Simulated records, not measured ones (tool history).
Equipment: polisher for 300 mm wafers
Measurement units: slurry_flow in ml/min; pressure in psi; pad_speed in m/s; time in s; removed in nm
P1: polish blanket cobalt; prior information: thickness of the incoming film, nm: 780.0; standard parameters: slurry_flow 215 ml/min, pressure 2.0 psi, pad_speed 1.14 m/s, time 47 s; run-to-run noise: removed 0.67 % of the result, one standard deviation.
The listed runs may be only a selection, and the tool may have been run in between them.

run	day	slurry_flow	pressure	pad_speed	time	wafers polished on this pad	hours since the slurry nozzle was cleaned	hours since the head pressure was calibrated	removed
1	0.258	215	2.0	1.14	47	328	224.5	202.4	243.06
2	0.512	215	3.2	1.14	47	385	230.6	208.5	387.26
3	0.804	215	2.0	1.14	47	450	237.6	215.5	244.05
4	1.054	215	0.9	1.14	47	505	243.6	221.5	109.60
5	1.358	215	2.0	1.14	64	573	250.9	228.8	334.55
6	1.725	155	2.0	1.14	66	654	259.7	237.6	327.80
7	1.988	215	2.0	1.14	47	713	266.0	243.9	244.29
8	2.254	215	2.0	1.14	47	772	272.4	250.3	246.08
9	2.475	215	2.0	1.14	25	821	277.7	255.6	130.78
10	2.667	215	2.0	1.58	47	864	282.3	260.2	334.15
# day 2.833: head pressure recalibrated
11	2.892	215	2.0	0.60	47	914	287.7	1.4	129.22
12	3.071	155	3.0	1.14	47	954	292.0	5.7	346.75

The next listed run, before its measurement:
13	3.383	215	2.0	1.14	47	1023	299.5	13.2	?

Run 13 came out at removed 243.33 nm.
